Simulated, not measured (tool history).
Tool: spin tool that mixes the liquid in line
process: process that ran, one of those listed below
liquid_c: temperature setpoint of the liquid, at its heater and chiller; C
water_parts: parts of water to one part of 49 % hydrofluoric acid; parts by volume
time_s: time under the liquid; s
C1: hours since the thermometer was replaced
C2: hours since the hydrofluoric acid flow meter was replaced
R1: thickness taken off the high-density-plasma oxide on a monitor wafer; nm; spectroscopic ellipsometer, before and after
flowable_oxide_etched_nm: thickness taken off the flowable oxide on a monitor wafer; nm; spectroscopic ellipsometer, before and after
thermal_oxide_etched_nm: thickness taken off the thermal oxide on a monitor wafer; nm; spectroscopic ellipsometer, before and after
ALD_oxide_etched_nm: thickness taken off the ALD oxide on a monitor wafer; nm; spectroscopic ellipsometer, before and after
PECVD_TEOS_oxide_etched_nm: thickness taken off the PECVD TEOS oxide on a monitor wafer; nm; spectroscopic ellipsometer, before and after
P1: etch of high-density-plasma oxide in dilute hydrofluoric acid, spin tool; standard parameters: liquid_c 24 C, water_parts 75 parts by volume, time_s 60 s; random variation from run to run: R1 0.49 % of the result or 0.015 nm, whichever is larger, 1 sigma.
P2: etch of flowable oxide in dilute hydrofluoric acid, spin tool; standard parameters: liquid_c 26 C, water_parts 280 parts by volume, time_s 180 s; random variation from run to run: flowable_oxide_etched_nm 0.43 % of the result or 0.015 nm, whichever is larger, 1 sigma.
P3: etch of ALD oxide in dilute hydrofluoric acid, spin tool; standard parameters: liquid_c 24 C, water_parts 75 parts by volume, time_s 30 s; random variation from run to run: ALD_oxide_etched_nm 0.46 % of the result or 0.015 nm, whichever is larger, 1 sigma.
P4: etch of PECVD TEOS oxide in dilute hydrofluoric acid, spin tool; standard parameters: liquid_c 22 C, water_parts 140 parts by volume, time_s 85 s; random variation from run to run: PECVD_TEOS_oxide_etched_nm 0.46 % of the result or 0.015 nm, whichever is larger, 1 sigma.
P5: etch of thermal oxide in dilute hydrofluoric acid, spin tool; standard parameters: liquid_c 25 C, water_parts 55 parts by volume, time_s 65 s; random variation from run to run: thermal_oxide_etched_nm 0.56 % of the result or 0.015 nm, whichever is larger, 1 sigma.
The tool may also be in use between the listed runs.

{"run": 1, "hour": 12.5, "process": "P1", "liquid_c": 24, "water_parts": 75, "time_s": 60, "C1": 1168.3, "C2": 194.4, "R1": 4.3485}
{"run": 2, "hour": 19.2, "process": "P1", "liquid_c": 24, "water_parts": 75, "time_s": 60, "C1": 1175, "C2": 201.1, "R1": 4.3227}
{"run": 3, "hour": 25.9, "process": "P2", "liquid_c": 32, "water_parts": 280, "time_s": 180, "C1": 1181.7, "C2": 207.8, "flowable_oxide_etched_nm": 40.888}
{"run": 4, "hour": 37.9, "process": "P1", "liquid_c": 24, "water_parts": 20, "time_s": 60, "C1": 1193.7, "C2": 219.8, "R1": 17.429}
{"run": 5, "hour": 46.3, "process": "P5", "liquid_c": 25, "water_parts": 55, "time_s": 65, "C1": 1202.1, "C2": 228.2, "thermal_oxide_etched_nm": 6.031}
{"run": 6, "hour": 53.6, "process": "P1", "liquid_c": 24, "water_parts": 75, "time_s": 85, "C1": 1209.4, "C2": 235.5, "R1": 6.1421}
{"run": 7, "hour": 64.4, "process": "P5", "liquid_c": 25, "water_parts": 20, "time_s": 65, "C1": 1220.2, "C2": 246.3, "thermal_oxide_etched_nm": 17.272}
{"run": 8, "hour": 72.4, "process": "P1", "liquid_c": 24, "water_parts": 75, "time_s": 60, "C1": 1228.2, "C2": 254.3, "R1": 4.3069}
{"run": 9, "hour": 81.1, "process": "P5", "liquid_c": 25, "water_parts": 55, "time_s": 95, "C1": 1236.9, "C2": 263, "thermal_oxide_etched_nm": 8.7377}
{"run": 10, "hour": 94.4, "process": "P3", "liquid_c": 20, "water_parts": 75, "time_s": 30, "C1": 1250.2, "C2": 276.3, "ALD_oxide_etched_nm": 11.556}
{"run": 11, "hour": 107.4, "process": "P1", "liquid_c": 17, "water_parts": 75, "time_s": 60, "C1": 1263.2, "C2": 289.3, "R1": 3.2029}
{"run": 12, "hour": 113.4, "process": "P1", "liquid_c": 24, "water_parts": 75, "time_s": 20, "C1": 1269.2, "C2": 295.3, "R1": 1.4146}
{"run": 13, "hour": 123.3, "process": "P5", "liquid_c": 20, "water_parts": 55, "time_s": 65, "C1": 1279.1, "C2": 305.2, "thermal_oxide_etched_nm": 4.9151}
{"run": 14, "hour": 133.5, "process": "P4", "liquid_c": 22, "water_parts": 140, "time_s": 85, "C1": 1289.3, "C2": 315.4, "PECVD_TEOS_oxide_etched_nm": 10.543}
{"run": 15, "hour": 139.4, "process": "P1", "liquid_c": 29, "water_parts": 75, "time_s": 60, "C1": 1295.2, "C2": 321.3, "R1": 5.2157}
{"run": 16, "hour": 147.8, "process": "P2", "liquid_c": 26, "water_parts": 420, "time_s": 180, "C1": 1303.6, "C2": 329.7, "flowable_oxide_etched_nm": 19.573}
{"run": 17, "hour": 155.2, "process": "P3", "liquid_c": 24, "water_parts": 75, "time_s": 30, "C1": 1311, "C2": 337.1, "ALD_oxide_etched_nm": 13.776}
{"run": 18, "hour": 160.9, "process": "P4", "liquid_c": 22, "water_parts": 140, "time_s": 130, "C1": 1316.7, "C2": 342.8, "PECVD_TEOS_oxide_etched_nm": 16.266}
{"run": 19, "hour": 169.9, "process": "P2", "liquid_c": 26, "water_parts": 280, "time_s": 180, "C1": 1325.7, "C2": 351.8, "flowable_oxide_etched_nm": 33.723}
{"run": 20, "hour": 179.1, "process": "P1", "liquid_c": 24, "water_parts": 135, "time_s": 60, "C1": 1334.9, "C2": 361, "R1": 2.2397}
{"run": 21, "hour": 185.6, "process": "P1", "liquid_c": 17.5, "water_parts": 75, "time_s": 95, "C1": 1341.4, "C2": 367.5, "R1": 5.2203}
{"run": 22, "hour": 196.9, "process": "P3", "liquid_c": 24, "water_parts": 75, "time_s": 15, "C1": 1352.7, "C2": 378.8, "ALD_oxide_etched_nm": 6.8147}
{"run": 23, "hour": 209.3, "process": "P2", "liquid_c": 26, "water_parts": 280, "time_s": 180, "C1": 1365.1, "C2": 391.2, "flowable_oxide_etched_nm": 33.589}
{"run": 24, "hour": 219.1, "process": "P5", "liquid_c": 25, "water_parts": 55, "time_s": 65, "C1": 1374.9, "C2": 401, "thermal_oxide_etched_nm": 5.975}
{"run": 25, "hour": 226.9, "process": "P4", "liquid_c": 22, "water_parts": 85, "time_s": 85, "C1": 1382.7, "C2": 408.8, "PECVD_TEOS_oxide_etched_nm": 18.483}
{"run": 26, "hour": 237.1, "process": "P3", "liquid_c": 24, "water_parts": 135, "time_s": 30, "C1": 1392.9, "C2": 419, "ALD_oxide_etched_nm": 7.0277}
{"run": 27, "hour": 243.3, "process": "P4", "liquid_c": 17, "water_parts": 140, "time_s": 85, "C1": 1399.1, "C2": 425.2, "PECVD_TEOS_oxide_etched_nm": 8.6705}
{"run": 28, "hour": 251.3, "process": "P2", "liquid_c": 26, "water_parts": 280, "time_s": 295, "C1": 1407.1, "C2": 433.2, "flowable_oxide_etched_nm": 55.587}
{"run": 29, "hour": 259.3, "process": "P1", "liquid_c": 24, "water_parts": 75, "time_s": 60, "C1": 1415.1, "C2": 441.2, "R1": 4.2736}
{"run": 30, "hour": 265.7, "process": "P1", "liquid_c": 24, "water_parts": 75, "time_s": 60, "C1": 1421.5, "C2": 447.6, "R1": 4.3144}
{"run": 31, "hour": 277.0, "process": "P1", "liquid_c": 24, "water_parts": 75, "time_s": 60, "C1": 1432.8, "C2": 458.9, "R1": 4.5086}
{"run": 32, "hour": 289.1, "process": "P1", "liquid_c": 24, "water_parts": 75, "time_s": 60, "C1": 1444.9, "C2": 471, "R1": 4.5676}
{"run": 33, "hour": 301.5, "process": "P1", "liquid_c": 24, "water_parts": 75, "time_s": 60, "C1": 1457.3, "C2": 483.4, "R1": 4.6462}
{"run": 34, "hour": 314.1, "process": "P1", "liquid_c": 24, "water_parts": 75, "time_s": 60, "C1": 1469.9, "C2": 496, "R1": 4.692}
{"run": 35, "hour": 323.2, "process": "P1", "liquid_c": 24, "water_parts": 75, "time_s": 60, "C1": 1479, "C2": 505.1, "R1": 4.6743}
{"run": 36, "hour": 333.8, "process": "P1", "liquid_c": 24, "water_parts": 75, "time_s": 60, "C1": 1489.6, "C2": 515.7, "R1": 4.713}
{"run": 37, "hour": 344.1, "process": "P1", "liquid_c": 24, "water_parts": 75, "time_s": 60, "C1": 1499.9, "C2": 526, "R1": 4.7268}
{"run": 38, "hour": 356.1, "process": "P1", "liquid_c": 24, "water_parts": 75, "time_s": 60, "C1": 1511.9, "C2": 538, "R1": 4.6983}
{"run": 39, "hour": 364.6, "process": "P1", "liquid_c": 24, "water_parts": 75, "time_s": 60, "C1": 1520.4, "C2": 546.5, "R1": 4.7732}
{"run": 40, "hour": 371.9, "process": "P1", "liquid_c": 24, "water_parts": 75, "time_s": 60, "C1": 1527.7, "C2": 553.8, "R1": 4.7327}

P1 no longer gives what it gave before; its output has crept away from where it was. The following 2 causes, each at its listed size, fit the log equally well:
A: liquid hotter than its thermometer reads (K) = 2.44
B: hydrofluoric acid flow above the setpoint (%) = 9.32
The process output started creeping at around hour 265.7.

4 check runs are offered, one wafer each, their results left as question marks. Which one tells the causes apart?
{"run": "check 1", "hour": 379.2, "process": "P2", "liquid_c": 30.5, "water_parts": 405, "time_s": 180, "flowable_oxide_etched_nm": "?"}
{"run": "check 2", "hour": 379.2, "process": "P3", "liquid_c": 24, "water_parts": 105, "time_s": 30, "ALD_oxide_etched_nm": "?"}
{"run": "check 3", "hour": 379.2, "process": "P4", "liquid_c": 17, "water_parts": 140, "time_s": 85, "PECVD_TEOS_oxide_etched_nm": "?"}
{"run": "check 4", "hour": 379.2, "process": "P5", "liquid_c": 25, "water_parts": 25, "time_s": 65, "thermal_oxide_etched_nm": "?"}

If the cause were each of the candidates in turn, the checks would give the following:
check=check_1 result=flowable_oxide_etched_nm if_A=25.37 if_B=26.735
check=check_2 result=ALD_oxide_etched_nm if_A=10.288 if_B=10.338
check=check_3 result=PECVD_TEOS_oxide_etched_nm if_A=9.5529 if_B=9.5677
check=check_4 result=thermal_oxide_etched_nm if_A=15.147 if_B=15.013
Distance between the nearest two causes, measured in the result of the check that separates them most: check 1 5.24 %; check 2 0.48 %; check 3 0.16 %; check 4 0.89 %
Of the check runs offered, only check 1 discriminates between the causes; the rest would read about the same regardless of which cause applies.

With check 1 done, the readings were: flowable_oxide_etched_nm 25.428 nm. Identify which of the listed causes applies.

The cause is A: liquid hotter than its thermometer reads (K).
